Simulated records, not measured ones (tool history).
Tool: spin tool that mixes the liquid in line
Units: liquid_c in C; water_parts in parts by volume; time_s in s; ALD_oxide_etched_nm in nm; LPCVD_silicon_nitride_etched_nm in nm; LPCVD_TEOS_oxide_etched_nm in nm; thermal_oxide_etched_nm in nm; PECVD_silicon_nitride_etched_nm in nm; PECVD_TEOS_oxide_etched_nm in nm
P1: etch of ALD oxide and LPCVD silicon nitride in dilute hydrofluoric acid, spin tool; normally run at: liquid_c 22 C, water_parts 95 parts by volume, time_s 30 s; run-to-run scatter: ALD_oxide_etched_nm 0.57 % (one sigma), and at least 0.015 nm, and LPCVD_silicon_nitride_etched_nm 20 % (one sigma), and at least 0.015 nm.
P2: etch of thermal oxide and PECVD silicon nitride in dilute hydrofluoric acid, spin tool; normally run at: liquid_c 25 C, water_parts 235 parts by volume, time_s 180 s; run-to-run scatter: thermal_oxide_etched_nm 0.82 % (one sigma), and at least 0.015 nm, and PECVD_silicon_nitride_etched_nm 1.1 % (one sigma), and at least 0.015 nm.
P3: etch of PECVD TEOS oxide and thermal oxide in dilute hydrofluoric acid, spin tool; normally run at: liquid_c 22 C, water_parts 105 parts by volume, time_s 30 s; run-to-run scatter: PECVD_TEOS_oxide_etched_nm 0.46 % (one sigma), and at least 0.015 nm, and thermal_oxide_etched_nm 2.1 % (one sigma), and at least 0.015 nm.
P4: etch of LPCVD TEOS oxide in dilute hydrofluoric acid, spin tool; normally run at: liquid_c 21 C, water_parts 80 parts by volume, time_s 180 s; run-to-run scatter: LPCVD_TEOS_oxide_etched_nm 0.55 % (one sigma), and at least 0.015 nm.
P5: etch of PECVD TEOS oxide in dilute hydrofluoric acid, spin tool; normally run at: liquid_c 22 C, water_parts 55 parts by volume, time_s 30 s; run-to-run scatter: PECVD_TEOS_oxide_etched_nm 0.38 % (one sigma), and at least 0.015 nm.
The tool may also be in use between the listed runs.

run,hour,process,liquid_c,water_parts,time_s,hours since the thermometer was replaced,hours since the hydrofluoric acid flow meter was replaced,ALD_oxide_etched_nm,LPCVD_silicon_nitride_etched_nm,LPCVD_TEOS_oxide_etched_nm,thermal_oxide_etched_nm,PECVD_silicon_nitride_etched_nm,PECVD_TEOS_oxide_etched_nm
1,14.4,P1,22,95,30,1521.5,265.3,4.2482,0.090422,,,,
2,29.5,P4,17,80,180,1536.6,280.4,,,39.5,,,
3,46.3,P2,25,125,180,1553.4,297.2,,,,6.6996,4.4902,
4,57.4,P1,22,95,15,1564.5,308.3,2.1396,0.067617,,,,
5,69.4,P1,17,95,30,1576.5,320.3,3.4519,0.063635,,,,
6,81.6,P2,25,235,180,1588.7,332.5,,,,3.1637,2.3898,
7,92.4,P1,22,170,30,1599.5,343.3,2.1824,0.072917,,,,
8,99.8,P5,29,55,30,1606.9,350.7,,,,,,19.942
9,113.2,P1,22,95,30,1620.3,364.1,4.2759,0.14341,,,,
10,126.3,P5,22,55,30,1633.4,377.2,,,,,,14.956
11,139.1,P4,21,120,180,1646.2,390,,,29.979,,,
12,149,P3,22,170,30,1656.1,399.9,,,,0.71728,,4.3526
13,161.4,P4,21,80,180,1668.5,412.3,,,46.855,,,
# hour 172.4: hydrofluoric acid flow meter replaced
14,176.8,P1,22,95,30,1683.9,4.5,4.1812,0.11208,,,,
15,185.8,P5,22,90,30,1692.9,13.5,,,,,,8.7226
16,199.4,P3,22,105,30,1706.5,27.1,,,,1.2208,,7.5487
17,212.1,P1,27.5,35,30,1719.2,39.8,15.539,0.55807,,,,
18,220.7,P1,22,25,30,1727.8,48.4,17.482,0.43182,,,,
19,236.4,P1,22,95,45,1743.5,64.1,6.3294,0.18881,,,,
20,247.1,P3,22,105,55,1754.2,74.8,,,,2.2978,,13.956
21,254.7,P2,25,235,315,1761.8,82.4,,,,5.5459,4.2571,
22,270.2,P1,22,95,30,1777.3,97.9,4.215,0.13698,,,,
23,277.9,P3,27,105,30,1785,105.6,,,,1.4523,,9.2088
24,285.4,P4,21,80,15,1792.5,113.1,,,3.8673,,,
25,300.2,P1,22,95,30,1807.3,127.9,4.2486,0.1501,,,,
26,308.2,P1,22,95,30,1815.3,135.9,4.2664,0.18605,,,,
27,322,P5,22,55,15,1829.1,149.7,,,,,,7.4916
28,332.8,P1,29,95,30,1839.9,160.5,5.5483,0.22647,,,,
29,348.6,P2,32,235,180,1855.7,176.3,,,,3.957,3.6164,
30,361.5,P4,21,80,180,1868.6,189.2,,,46.838,,,
31,369.7,P1,22,95,30,1876.8,197.4,4.2332,0.076792,,,,
32,383.7,P1,22,95,30,1890.8,211.4,4.1511,0.10908,,,,
33,400.6,P1,22,95,30,1907.7,228.3,4.0458,0.11812,,,,
34,411,P1,22,95,30,1918.1,238.7,4.0361,0.13526,,,,
35,427.6,P1,22,95,30,1934.7,255.3,4.0593,0.11549,,,,
36,436.8,P1,22,95,30,1943.9,264.5,4.0338,0.12517,,,,
37,447,P1,22,95,30,1954.1,274.7,3.9962,0.16852,,,,
38,462.9,P1,22,95,30,1970,290.6,3.9668,0.1577,,,,

What P1 gives has crept away from where it was. These 2 causes fit the log equally well, each at the size given:
A: hydrofluoric acid flow below the setpoint (%) = 4.96
B: liquid colder than its thermometer reads (K) = 1.4
The creep began at about hour 369.7.

4 check runs are offered, each on 5 wafers whose results are averaged, their results left as question marks. Which one tells the causes apart?
check 1,478.8,P2,25,150,180,,,,,,?,?,
check 2,478.8,P4,21,120,35,,,,,?,,,
check 3,478.8,P3,22,145,30,,,,,,?,,?
check 4,478.8,P5,22,55,15,,,,,,,,?

What each check would give under each cause:
check,result,if A,if B
check 1,thermal_oxide_etched_nm,5.121,5.1551
check 1,PECVD_silicon_nitride_etched_nm,3.5654,3.4272
check 2,LPCVD_TEOS_oxide_etched_nm,5.4787,5.485
check 3,thermal_oxide_etched_nm,0.79178,0.79494
check 3,PECVD_TEOS_oxide_etched_nm,4.9482,4.9679
check 4,PECVD_TEOS_oxide_etched_nm,7.1007,7.071
How far apart the two closest causes lie, in the result that separates them most: check 1 3.95 %; check 2 0.12 %; check 3 0.4 %; check 4 0.42 %
Only check 1 tells the causes apart: in the others they would give nearly the same result.

Then check 1 was run and gave: thermal_oxide_etched_nm 5.1446 nm; PECVD_silicon_nitride_etched_nm 3.4381 nm. Which cause is it?

It is B: liquid colder than its thermometer reads (K).
